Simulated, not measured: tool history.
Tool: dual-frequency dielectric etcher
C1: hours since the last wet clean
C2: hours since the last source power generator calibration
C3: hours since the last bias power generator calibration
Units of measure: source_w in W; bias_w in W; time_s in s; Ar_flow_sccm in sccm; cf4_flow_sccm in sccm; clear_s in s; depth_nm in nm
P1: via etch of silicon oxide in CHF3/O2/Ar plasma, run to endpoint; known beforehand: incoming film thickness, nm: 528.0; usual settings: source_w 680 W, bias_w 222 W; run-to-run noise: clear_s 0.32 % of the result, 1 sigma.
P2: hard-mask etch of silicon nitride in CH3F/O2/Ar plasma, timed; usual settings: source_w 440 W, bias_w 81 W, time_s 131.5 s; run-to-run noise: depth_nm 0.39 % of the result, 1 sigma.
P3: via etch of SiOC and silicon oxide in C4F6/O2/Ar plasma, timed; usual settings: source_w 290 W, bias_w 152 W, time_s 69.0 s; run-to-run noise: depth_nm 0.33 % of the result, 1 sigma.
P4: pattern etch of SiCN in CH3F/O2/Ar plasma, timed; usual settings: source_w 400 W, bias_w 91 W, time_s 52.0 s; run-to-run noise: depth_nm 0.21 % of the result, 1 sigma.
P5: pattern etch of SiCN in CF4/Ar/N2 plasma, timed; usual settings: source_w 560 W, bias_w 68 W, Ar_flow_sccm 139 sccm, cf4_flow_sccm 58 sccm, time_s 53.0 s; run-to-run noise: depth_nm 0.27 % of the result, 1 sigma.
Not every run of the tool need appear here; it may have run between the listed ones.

{"run": 1, "hour": 12.4, "process": "P1", "source_w": 680, "bias_w": 222, "C1": 211.4, "C2": 704.2, "C3": 1115.6, "clear_s": 228.98}
{"run": 2, "hour": 25.6, "process": "P4", "source_w": 560, "bias_w": 91, "time_s": 52.0, "C1": 224.6, "C2": 717.4, "C3": 1128.8, "depth_nm": 24.548}
{"run": 3, "hour": 34.1, "process": "P5", "source_w": 560, "bias_w": 42, "time_s": 53.0, "Ar_flow_sccm": 139, "cf4_flow_sccm": 58, "C1": 233.1, "C2": 725.9, "C3": 1137.3, "depth_nm": 40.905}
{"run": 4, "hour": 41.0, "process": "P4", "source_w": 400, "bias_w": 91, "time_s": 52.0, "C1": 240.0, "C2": 732.8, "C3": 1144.2, "depth_nm": 21.697}
{"run": 5, "hour": 50.2, "process": "P1", "source_w": 680, "bias_w": 222, "C1": 249.2, "C2": 742.0, "C3": 1153.4, "clear_s": 228.99}
{"run": 6, "hour": 56.4, "process": "P5", "source_w": 560, "bias_w": 68, "time_s": 78.5, "Ar_flow_sccm": 139, "cf4_flow_sccm": 58, "C1": 255.4, "C2": 748.2, "C3": 1159.6, "depth_nm": 71.601}
{"run": 7, "hour": 69.0, "process": "P1", "source_w": 680, "bias_w": 222, "C1": 268.0, "C2": 760.8, "C3": 1172.2, "clear_s": 227.11}
{"run": 8, "hour": 79.1, "process": "P4", "source_w": 400, "bias_w": 56, "time_s": 52.0, "C1": 278.1, "C2": 770.9, "C3": 1182.3, "depth_nm": 18.282}
{"run": 9, "hour": 87.8, "process": "P4", "source_w": 400, "bias_w": 91, "time_s": 39.0, "C1": 286.8, "C2": 779.6, "C3": 1191.0, "depth_nm": 16.257}
{"run": 10, "hour": 98.4, "process": "P1", "source_w": 680, "bias_w": 144, "C1": 297.4, "C2": 790.2, "C3": 1201.6, "clear_s": 263.77}
{"run": 11, "hour": 112.2, "process": "P1", "source_w": 680, "bias_w": 275, "C1": 311.2, "C2": 804.0, "C3": 1215.4, "clear_s": 210.07}
{"run": 12, "hour": 121.1, "process": "P1", "source_w": 840, "bias_w": 285, "C1": 320.1, "C2": 812.9, "C3": 1224.3, "clear_s": 192.8}
{"run": 13, "hour": 133.4, "process": "P3", "source_w": 370, "bias_w": 152, "time_s": 69.0, "C1": 332.4, "C2": 825.2, "C3": 1236.6, "depth_nm": 70.061}
{"run": 14, "hour": 142.1, "process": "P2", "source_w": 440, "bias_w": 81, "time_s": 131.5, "C1": 341.1, "C2": 833.9, "C3": 1245.3, "depth_nm": 98.51}
{"run": 15, "hour": 150.1, "process": "P5", "source_w": 560, "bias_w": 68, "time_s": 53.0, "Ar_flow_sccm": 114, "cf4_flow_sccm": 58, "C1": 349.1, "C2": 841.9, "C3": 1253.3, "depth_nm": 50.113}
{"run": 16, "hour": 158.9, "process": "P1", "source_w": 680, "bias_w": 222, "C1": 357.9, "C2": 850.7, "C3": 1262.1, "clear_s": 230.49}
{"run": 17, "hour": 167.0, "process": "P2", "source_w": 440, "bias_w": 81, "time_s": 161.0, "C1": 366.0, "C2": 858.8, "C3": 1270.2, "depth_nm": 121.36}
{"run": 18, "hour": 173.9, "process": "P3", "source_w": 290, "bias_w": 152, "time_s": 69.0, "C1": 372.9, "C2": 865.7, "C3": 1277.1, "depth_nm": 63.844}
{"run": 19, "hour": 180.6, "process": "P1", "source_w": 680, "bias_w": 222, "C1": 379.6, "C2": 872.4, "C3": 1283.8, "clear_s": 229.68}
{"run": 20, "hour": 187.0, "process": "P1", "source_w": 900, "bias_w": 222, "C1": 386.0, "C2": 878.8, "C3": 1290.2, "clear_s": 205.53}
{"run": 21, "hour": 197.5, "process": "P1", "source_w": 440, "bias_w": 305, "C1": 396.5, "C2": 889.3, "C3": 1300.7, "clear_s": 238.4}
{"run": 22, "hour": 203.6, "process": "P1", "source_w": 490, "bias_w": 222, "C1": 402.6, "C2": 895.4, "C3": 1306.8, "clear_s": 258.59}
{"run": 23, "hour": 211.4, "process": "P2", "source_w": 440, "bias_w": 100, "time_s": 131.5, "C1": 410.4, "C2": 903.2, "C3": 1314.6, "depth_nm": 106.23}
{"run": 24, "hour": 221.6, "process": "P5", "source_w": 780, "bias_w": 68, "time_s": 53.0, "Ar_flow_sccm": 139, "cf4_flow_sccm": 58, "C1": 420.6, "C2": 913.4, "C3": 1324.8, "depth_nm": 64.806}
{"run": 25, "hour": 230.8, "process": "P5", "source_w": 560, "bias_w": 68, "time_s": 53.0, "Ar_flow_sccm": 139, "cf4_flow_sccm": 58, "C1": 429.8, "C2": 922.6, "C3": 1334.0, "depth_nm": 48.489}
{"run": 26, "hour": 243.8, "process": "P3", "source_w": 290, "bias_w": 98, "time_s": 69.0, "C1": 442.8, "C2": 935.6, "C3": 1347.0, "depth_nm": 55.5}
{"run": 27, "hour": 251.3, "process": "P5", "source_w": 560, "bias_w": 68, "time_s": 53.0, "Ar_flow_sccm": 139, "cf4_flow_sccm": 70, "C1": 450.3, "C2": 943.1, "C3": 1354.5, "depth_nm": 50.058}
{"run": 28, "hour": 260.8, "process": "P3", "source_w": 290, "bias_w": 152, "time_s": 96.5, "C1": 459.8, "C2": 952.6, "C3": 1364.0, "depth_nm": 88.507}
{"run": 29, "hour": 268.3, "process": "P2", "source_w": 260, "bias_w": 81, "time_s": 131.5, "C1": 467.3, "C2": 960.1, "C3": 1371.5, "depth_nm": 81.302}
{"run": 30, "hour": 276.2, "process": "P1", "source_w": 680, "bias_w": 222, "C1": 475.2, "C2": 968.0, "C3": 1379.4, "clear_s": 228.43}
{"run": 31, "hour": 286.9, "process": "P1", "source_w": 680, "bias_w": 222, "C1": 485.9, "C2": 978.7, "C3": 1390.1, "clear_s": 226.58}
{"run": 32, "hour": 298.3, "process": "P1", "source_w": 680, "bias_w": 222, "C1": 497.3, "C2": 990.1, "C3": 1401.5, "clear_s": 226.53}
{"run": 33, "hour": 304.6, "process": "P1", "source_w": 680, "bias_w": 222, "C1": 503.6, "C2": 996.4, "C3": 1407.8, "clear_s": 226.35}
{"hour": 315.4, "done": "wet clean of the chamber"}
{"run": 34, "hour": 316.9, "process": "P1", "source_w": 680, "bias_w": 222, "C1": 1.6, "C2": 1008.7, "C3": 1420.1, "clear_s": 224.9}
{"run": 35, "hour": 326.4, "process": "P1", "source_w": 680, "bias_w": 222, "C1": 11.1, "C2": 1018.2, "C3": 1429.6, "clear_s": 224.58}
{"run": 36, "hour": 337.9, "process": "P1", "source_w": 680, "bias_w": 222, "C1": 22.6, "C2": 1029.7, "C3": 1441.1, "clear_s": 224.35}
{"run": 37, "hour": 348.0, "process": "P1", "source_w": 680, "bias_w": 222, "C1": 32.7, "C2": 1039.8, "C3": 1451.2, "clear_s": 225.73}

The output of P1 has drifted from where it used to be. Each of the 2 causes below, taken at the size shown beside it, accounts for the log equally well:
A: bias power that arrives over what is set, % = 4.76
B: source power that arrives over what is set, % = 4.37
The gradual shift began around hour 276.2.
The rest of the possible causes, and what rules out each one:
chamber walls in a state that raises the etch rate, %: work on it at hour 315.4, done after the drift set in, did not restore what the process gave before

Consider the 4 single-wafer check runs listed below, results given as question marks: which one distinguishes between the causes by giving clearly different results for each?
{"run": "check 1", "hour": 358.1, "process": "P5", "source_w": 720, "bias_w": 44, "time_s": 53.0, "Ar_flow_sccm": 139, "cf4_flow_sccm": 58, "depth_nm": "?"}
{"run": "check 2", "hour": 358.1, "process": "P4", "source_w": 550, "bias_w": 73, "time_s": 52.0, "depth_nm": "?"}
{"run": "check 3", "hour": 358.1, "process": "P3", "source_w": 290, "bias_w": 101, "time_s": 69.0, "depth_nm": "?"}
{"run": "check 4", "hour": 358.1, "process": "P2", "source_w": 300, "bias_w": 95, "time_s": 131.5, "depth_nm": "?"}

What every check run would give for each of its results, assuming each possible cause in turn:
check=check_1 result=depth_nm if_A=52.631 if_B=53.832
check=check_2 result=depth_nm if_A=22.928 if_B=22.929
check=check_3 result=depth_nm if_A=56.992 if_B=57.195
check=check_4 result=depth_nm if_A=92.123 if_B=91.991
Per check, the gap between the least separated pair of causes, taken in the result that splits them most: check 1 2.26 %; check 2 0 %; check 3 0.35 %; check 4 0.14 %
Only in check 1 would the causes give clearly different results; in the remaining checks their results would be nearly the same.

Running check 1 produced the following: depth_nm 52.520 nm. Which one of the listed causes fits?

The correct cause is A, namely: bias power that arrives over what is set, %.
